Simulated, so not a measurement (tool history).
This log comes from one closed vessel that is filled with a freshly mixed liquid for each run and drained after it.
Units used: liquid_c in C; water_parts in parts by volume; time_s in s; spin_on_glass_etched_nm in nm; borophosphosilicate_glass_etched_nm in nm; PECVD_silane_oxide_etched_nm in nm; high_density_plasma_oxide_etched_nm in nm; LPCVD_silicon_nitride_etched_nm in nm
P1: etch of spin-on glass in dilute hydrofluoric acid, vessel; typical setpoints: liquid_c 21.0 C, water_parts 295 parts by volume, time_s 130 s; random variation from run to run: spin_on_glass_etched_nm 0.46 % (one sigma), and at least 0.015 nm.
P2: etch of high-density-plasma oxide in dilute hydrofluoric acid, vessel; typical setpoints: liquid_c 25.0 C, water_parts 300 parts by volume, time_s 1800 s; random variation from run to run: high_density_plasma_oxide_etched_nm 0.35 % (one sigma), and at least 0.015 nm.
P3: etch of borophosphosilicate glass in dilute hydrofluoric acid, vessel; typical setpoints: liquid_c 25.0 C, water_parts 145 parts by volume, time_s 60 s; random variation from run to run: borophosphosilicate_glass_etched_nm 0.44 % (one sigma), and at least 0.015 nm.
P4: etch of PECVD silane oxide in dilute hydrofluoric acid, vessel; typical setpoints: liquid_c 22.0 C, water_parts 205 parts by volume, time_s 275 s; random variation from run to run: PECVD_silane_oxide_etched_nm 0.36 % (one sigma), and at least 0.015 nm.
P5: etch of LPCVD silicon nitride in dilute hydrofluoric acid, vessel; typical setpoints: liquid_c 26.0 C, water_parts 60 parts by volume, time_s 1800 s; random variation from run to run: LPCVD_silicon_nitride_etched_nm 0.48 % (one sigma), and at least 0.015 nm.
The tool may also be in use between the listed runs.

run,hour,process,liquid_c,water_parts,time_s,hours since the thermometer was replaced,hours since the hydrofluoric acid flow meter was replaced,spin_on_glass_etched_nm,borophosphosilicate_glass_etched_nm,PECVD_silane_oxide_etched_nm,high_density_plasma_oxide_etched_nm,LPCVD_silicon_nitride_etched_nm
1,17.4,P1,21.0,295,130,1574.4,800.8,9.9038,,,,
2,33.3,P1,21.0,295,130,1590.3,816.7,9.9543,,,,
3,45.1,P3,17.5,145,60,1602.1,828.5,,14.073,,,
4,57.0,P4,26.0,205,275,1614.0,840.4,,,48.113,,
5,68.2,P1,21.0,295,240,1625.2,851.6,18.4580,,,,
6,77.7,P3,25.0,145,100,1634.7,861.1,,31.615,,,
7,95.3,P1,21.0,295,30,1652.3,878.7,2.3032,,,,
8,110.3,P3,25.0,145,60,1667.3,893.7,,18.992,,,
9,124.3,P2,25.0,300,1800,1681.3,907.7,,,,51.125,
10,138.3,P5,26.0,20,1800,1695.3,921.7,,,,,46.508
11,147.8,P1,21.0,295,130,1704.8,931.2,10.0290,,,,
12,164.6,P4,22.0,205,525,1721.6,948.0,,,79.237,,
# hour 169.4: hydrofluoric acid flow meter replaced
13,174.5,P1,21.0,295,130,1731.5,5.1,10.0060,,,,
14,184.7,P2,30.0,300,1800,1741.7,15.3,,,,60.296,
15,195.6,P4,22.0,205,275,1752.6,26.2,,,41.472,,
16,203.9,P2,25.0,130,1800,1760.9,34.5,,,,140.610,
17,221.5,P5,34.0,60,1800,1778.5,52.1,,,,,26.394
18,233.7,P2,25.0,300,730,1790.7,64.3,,,,20.661,
19,248.6,P1,21.0,440,210,1805.6,79.2,9.5469,,,,
20,260.7,P1,28.5,295,130,1817.7,91.3,12.9980,,,,
21,271.9,P1,21.0,295,130,1828.9,102.5,10.1360,,,,
22,287.6,P1,21.0,530,130,1844.6,118.2,4.5498,,,,
23,299.6,P1,24.5,295,50,1856.6,130.2,4.3570,,,,
24,311.6,P1,17.0,295,30,1868.6,142.2,1.9921,,,,
25,320.0,P5,26.0,60,1800,1877.0,150.6,,,,,15.867
26,335.7,P1,21.0,295,130,1892.7,166.3,9.9059,,,,
27,351.3,P5,26.0,60,3470,1908.3,181.9,,,,,30.725
28,366.3,P3,25.0,205,60,1923.3,196.9,,12.588,,,
29,375.1,P1,17.0,295,130,1932.1,205.7,8.7191,,,,
30,388.9,P4,22.0,105,275,1945.9,219.5,,,90.039,,
31,405.8,P1,21.0,135,130,1962.8,236.4,25.5150,,,,
32,422.2,P1,21.0,295,130,1979.2,252.8,9.9585,,,,
33,433.9,P1,21.0,295,130,1990.9,264.5,10.3270,,,,
34,450.3,P1,21.0,295,130,2007.3,280.9,10.4050,,,,
35,462.8,P1,21.0,295,130,2019.8,293.4,10.4770,,,,
36,479.1,P1,21.0,295,130,2036.1,309.7,10.7520,,,,
37,488.0,P1,21.0,295,130,2045.0,318.6,10.7400,,,,
38,496.9,P1,21.0,295,130,2053.9,327.5,10.6380,,,,
39,510.6,P1,21.0,295,130,2067.6,341.2,10.7330,,,,
40,519.0,P1,21.0,295,130,2076.0,349.6,10.6460,,,,
41,537.2,P1,21.0,295,130,2094.2,367.8,10.7600,,,,
42,550.3,P1,21.0,295,130,2107.3,380.9,10.7900,,,,

Something has made what P1 gives creep away from where it was; the 2 causes below, each at its own stated size, fit the log equally well:
A: liquid hotter than its thermometer reads (K) = 1.96
B: hydrofluoric acid flow above the setpoint (%) = 5.67
Creep in the process output first set in at about hour 422.2.

Consider the 4 single-wafer check runs listed below, results given as question marks: which one distinguishes between the causes by giving clearly different results for each?
check 1,563.4,P5,26.0,60,1800,,,,,,,?
check 2,563.4,P4,22.0,205,275,,,,,?,,
check 3,563.4,P3,25.0,145,60,,,,?,,,
check 4,563.4,P2,25.0,300,1800,,,,,,?,

Predicted outcomes, by check and by cause:
check,result,if A,if B
check 1,LPCVD_silicon_nitride_etched_nm,18.040,16.749
check 2,PECVD_silane_oxide_etched_nm,44.722,44.429
check 3,borophosphosilicate_glass_etched_nm,20.419,20.229
check 4,high_density_plasma_oxide_etched_nm,54.437,54.702
Gap, in per cent, between the two causes that each check separates least, read from the result that separates them most: check 1 7.43 %; check 2 0.66 %; check 3 0.93 %; check 4 0.49 %
Only in check 1 would the causes give clearly different results; in the remaining checks their results would be nearly the same.

With check 1 done, the readings were: LPCVD_silicon_nitride_etched_nm 16.745 nm. Identify which of the listed causes applies.

It was cause B: hydrofluoric acid flow above the setpoint (%).
